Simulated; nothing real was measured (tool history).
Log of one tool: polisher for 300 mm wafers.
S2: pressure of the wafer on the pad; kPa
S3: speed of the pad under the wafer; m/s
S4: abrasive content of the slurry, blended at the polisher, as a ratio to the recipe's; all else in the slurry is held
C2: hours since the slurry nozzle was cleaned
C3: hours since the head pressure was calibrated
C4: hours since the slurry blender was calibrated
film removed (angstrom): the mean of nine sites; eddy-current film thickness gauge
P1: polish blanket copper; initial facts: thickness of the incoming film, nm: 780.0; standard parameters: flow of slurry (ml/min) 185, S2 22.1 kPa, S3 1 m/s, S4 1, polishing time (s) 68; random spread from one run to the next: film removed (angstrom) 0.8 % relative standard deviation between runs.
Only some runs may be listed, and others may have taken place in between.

Run 1, day 0.688: flow of slurry (ml/min) 185, S2 22.1 kPa, S3 1 m/s, S4 1, polishing time (s) 68; wafers polished on this pad 564; C2 98.5; C3 289.1; C4 75.7. Result: film removed (angstrom) 1951.1.
Run 2, day 1.25: flow of slurry (ml/min) 235, S2 22.1 kPa, S3 1 m/s, S4 1, polishing time (s) 68; wafers polished on this pad 765; C2 112; C3 302.6; C4 89.2. Result: film removed (angstrom) 2010.9.
Run 3, day 1.717: flow of slurry (ml/min) 185, S2 22.1 kPa, S3 1 m/s, S4 1, polishing time (s) 68; wafers polished on this pad 932; C2 123.2; C3 313.8; C4 100.4. Result: film removed (angstrom) 1949.9.
Run 4, day 2.221: flow of slurry (ml/min) 185, S2 33.8 kPa, S3 1 m/s, S4 1, polishing time (s) 68; wafers polished on this pad 1113; C2 135.3; C3 325.9; C4 112.5. Result: film removed (angstrom) 3029.
Run 5, day 2.646: flow of slurry (ml/min) 185, S2 22.1 kPa, S3 1 m/s, S4 1, polishing time (s) 68; wafers polished on this pad 1265; C2 145.5; C3 336.1; C4 122.7. Result: film removed (angstrom) 1976.1.
Run 6, day 3.204: flow of slurry (ml/min) 185, S2 22.1 kPa, S3 1 m/s, S4 1.35, polishing time (s) 45; wafers polished on this pad 1465; C2 158.9; C3 349.5; C4 136.1. Result: film removed (angstrom) 1373.6.
Run 7, day 3.704: flow of slurry (ml/min) 185, S2 22.1 kPa, S3 1 m/s, S4 1.45, polishing time (s) 68; wafers polished on this pad 1644; C2 170.9; C3 361.5; C4 148.1. Result: film removed (angstrom) 2144.1.
Run 8, day 4.367: flow of slurry (ml/min) 110, S2 22.1 kPa, S3 1 m/s, S4 1.25, polishing time (s) 68; wafers polished on this pad 1881; C2 186.8; C3 377.4; C4 164. Result: film removed (angstrom) 1842.8.
Run 9, day 4.729: flow of slurry (ml/min) 185, S2 22.1 kPa, S3 1.5 m/s, S4 1, polishing time (s) 68; wafers polished on this pad 2010; C2 195.5; C3 386.1; C4 172.7. Result: film removed (angstrom) 2960.3.
Run 10, day 5.158: flow of slurry (ml/min) 185, S2 22.1 kPa, S3 1 m/s, S4 1, polishing time (s) 68; wafers polished on this pad 2164; C2 205.8; C3 396.4; C4 183. Result: film removed (angstrom) 1966.8.
Run 11, day 5.729: flow of slurry (ml/min) 185, S2 22.1 kPa, S3 1 m/s, S4 1, polishing time (s) 68; wafers polished on this pad 2368; C2 219.5; C3 410.1; C4 196.7. Result: film removed (angstrom) 1946.8.
Run 12, day 6.258: flow of slurry (ml/min) 185, S2 22.1 kPa, S3 1 m/s, S4 1, polishing time (s) 68; wafers polished on this pad 2558; C2 232.2; C3 422.8; C4 209.4. Result: film removed (angstrom) 1950.2.
Run 13, day 6.671: flow of slurry (ml/min) 185, S2 22.1 kPa, S3 1 m/s, S4 1, polishing time (s) 106; wafers polished on this pad 2705; C2 242.1; C3 432.7; C4 219.3. Result: film removed (angstrom) 3087.6.
Run 14, day 7.333: flow of slurry (ml/min) 185, S2 22.1 kPa, S3 1 m/s, S4 0.5, polishing time (s) 68; wafers polished on this pad 2942; C2 258; C3 448.6; C4 235.2. Result: film removed (angstrom) 1683.8.
Run 15, day 7.646: flow of slurry (ml/min) 185, S2 22.1 kPa, S3 0.68 m/s, S4 1, polishing time (s) 68; wafers polished on this pad 3054; C2 265.5; C3 456.1; C4 242.7. Result: film removed (angstrom) 1348.5.
Run 16, day 8.367: flow of slurry (ml/min) 290, S2 22.1 kPa, S3 1 m/s, S4 1, polishing time (s) 84; wafers polished on this pad 3312; C2 282.8; C3 473.4; C4 260. Result: film removed (angstrom) 2558.5.
Run 17, day 8.692: flow of slurry (ml/min) 185, S2 22.1 kPa, S3 1 m/s, S4 1, polishing time (s) 68; wafers polished on this pad 3428; C2 290.6; C3 481.2; C4 267.8. Result: film removed (angstrom) 1967.3.
Run 18, day 9.196: flow of slurry (ml/min) 110, S2 22.1 kPa, S3 1 m/s, S4 1, polishing time (s) 68; wafers polished on this pad 3609; C2 302.7; C3 493.3; C4 279.9. Result: film removed (angstrom) 1778.5.

For run 19, what comes out?
Run 19, day 9.75: flow of slurry (ml/min) 185, S2 22.1 kPa, S3 1 m/s, S4 1, polishing time (s) 34; wafers polished on this pad 3807; C2 316; C3 506.6; C4 293.2. Result: film removed (angstrom) ?.

{"run 19": {"film removed (angstrom)": 976.64}}

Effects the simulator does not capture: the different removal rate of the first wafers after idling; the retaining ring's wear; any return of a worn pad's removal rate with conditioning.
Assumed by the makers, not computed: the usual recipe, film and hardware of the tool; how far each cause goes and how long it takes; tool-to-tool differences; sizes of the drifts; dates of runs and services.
